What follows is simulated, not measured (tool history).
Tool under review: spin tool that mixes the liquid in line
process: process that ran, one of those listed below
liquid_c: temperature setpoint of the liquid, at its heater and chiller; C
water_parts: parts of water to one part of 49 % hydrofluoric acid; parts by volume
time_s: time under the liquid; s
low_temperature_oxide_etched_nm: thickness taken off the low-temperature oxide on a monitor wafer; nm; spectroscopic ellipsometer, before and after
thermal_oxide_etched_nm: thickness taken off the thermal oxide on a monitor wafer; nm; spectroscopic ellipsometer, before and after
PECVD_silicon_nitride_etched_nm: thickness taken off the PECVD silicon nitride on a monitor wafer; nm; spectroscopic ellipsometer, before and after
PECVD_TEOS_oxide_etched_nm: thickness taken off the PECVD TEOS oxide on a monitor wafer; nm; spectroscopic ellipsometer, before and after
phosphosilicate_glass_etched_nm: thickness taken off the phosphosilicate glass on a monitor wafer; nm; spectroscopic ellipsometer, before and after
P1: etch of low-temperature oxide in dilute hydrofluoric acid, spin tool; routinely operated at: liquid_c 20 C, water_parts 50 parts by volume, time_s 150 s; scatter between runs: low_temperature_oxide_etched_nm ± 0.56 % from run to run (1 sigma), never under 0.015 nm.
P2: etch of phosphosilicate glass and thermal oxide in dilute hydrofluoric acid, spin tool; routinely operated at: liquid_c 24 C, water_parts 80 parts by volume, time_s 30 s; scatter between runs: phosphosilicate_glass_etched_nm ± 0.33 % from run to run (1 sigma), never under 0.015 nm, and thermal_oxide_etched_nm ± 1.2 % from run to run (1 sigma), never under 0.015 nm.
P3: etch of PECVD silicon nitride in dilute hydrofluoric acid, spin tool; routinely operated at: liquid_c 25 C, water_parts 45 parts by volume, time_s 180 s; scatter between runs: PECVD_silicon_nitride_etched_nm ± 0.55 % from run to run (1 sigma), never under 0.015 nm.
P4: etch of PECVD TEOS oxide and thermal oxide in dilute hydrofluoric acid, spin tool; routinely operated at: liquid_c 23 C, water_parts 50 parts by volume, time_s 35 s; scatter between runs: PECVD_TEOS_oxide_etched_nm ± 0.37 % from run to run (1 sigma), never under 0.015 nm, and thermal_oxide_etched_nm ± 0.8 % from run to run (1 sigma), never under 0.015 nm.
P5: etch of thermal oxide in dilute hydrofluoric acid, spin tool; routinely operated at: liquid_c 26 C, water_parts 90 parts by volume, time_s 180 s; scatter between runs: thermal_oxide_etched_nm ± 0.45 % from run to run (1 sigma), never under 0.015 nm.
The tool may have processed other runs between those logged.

run,day,process,liquid_c,water_parts,time_s,low_temperature_oxide_etched_nm,thermal_oxide_etched_nm,PECVD_silicon_nitride_etched_nm,PECVD_TEOS_oxide_etched_nm,phosphosilicate_glass_etched_nm
1,0.15,P1,20,50,150,28.993,,,,
2,0.325,P1,17,50,150,25.069,,,,
3,0.588,P1,20,50,150,28.898,,,,
4,0.725,P5,34,90,180,,14.078,,,
5,0.912,P5,26,30,180,,34.046,,,
6,1.067,P1,20,20,150,74.425,,,,
# day 1.267: thermometer replaced
7,1.362,P5,26,90,340,,19.615,,,
8,1.575,P1,20,35,215,60.681,,,,
9,1.754,P3,25,45,180,,,17.213,,
10,2.017,P4,23,50,35,,3.3159,,8.9492,
11,2.167,P1,20,50,150,28.995,,,,
12,2.454,P3,25,30,180,,,25.127,,
13,2.704,P4,23,85,35,,1.8419,,5.0163,
14,2.862,P2,17,80,30,,1.3057,,,42.994
15,3.021,P1,20,50,20,3.8731,,,,
16,3.233,P1,20,20,245,121.94,,,,
17,3.379,P5,26,90,180,,10.321,,,
18,3.654,P3,25,45,335,,,31.924,,
19,3.946,P1,20,50,225,43.052,,,,
20,4.229,P3,19.5,45,180,,,11.7,,
21,4.362,P2,24,125,30,,1.0622,,,34.889
# day 4.579: hydrofluoric acid flow meter replaced
22,4.625,P1,20,75,150,18.66,,,,
23,4.862,P1,20,25,285,111.99,,,,
24,5.121,P4,30.5,50,35,,4.4489,,12.085,
25,5.288,P1,20,50,150,28.867,,,,
26,5.554,P2,24,80,55,,3.1746,,,105.71
27,5.717,P2,24,80,30,,1.7177,,,57.519
28,5.942,P4,23,50,15,,1.4314,,3.7902,
29,6.142,P1,20,50,150,28.973,,,,
30,6.417,P5,26,90,180,,10.36,,,
31,6.683,P1,25,50,150,35.328,,,,
32,6.908,P1,20,50,150,28.744,,,,
33,7.054,P1,20,50,150,29.706,,,,
34,7.271,P1,20,50,150,30.424,,,,
35,7.55,P1,20,50,150,30.392,,,,
36,7.796,P1,20,50,150,30.857,,,,

Run 37, settings as shown, results not yet in. Your forecast:
37,8.042,P1,20,50,150,?,,,,

{"run 37": {"low_temperature_oxide_etched_nm": 31.453}}
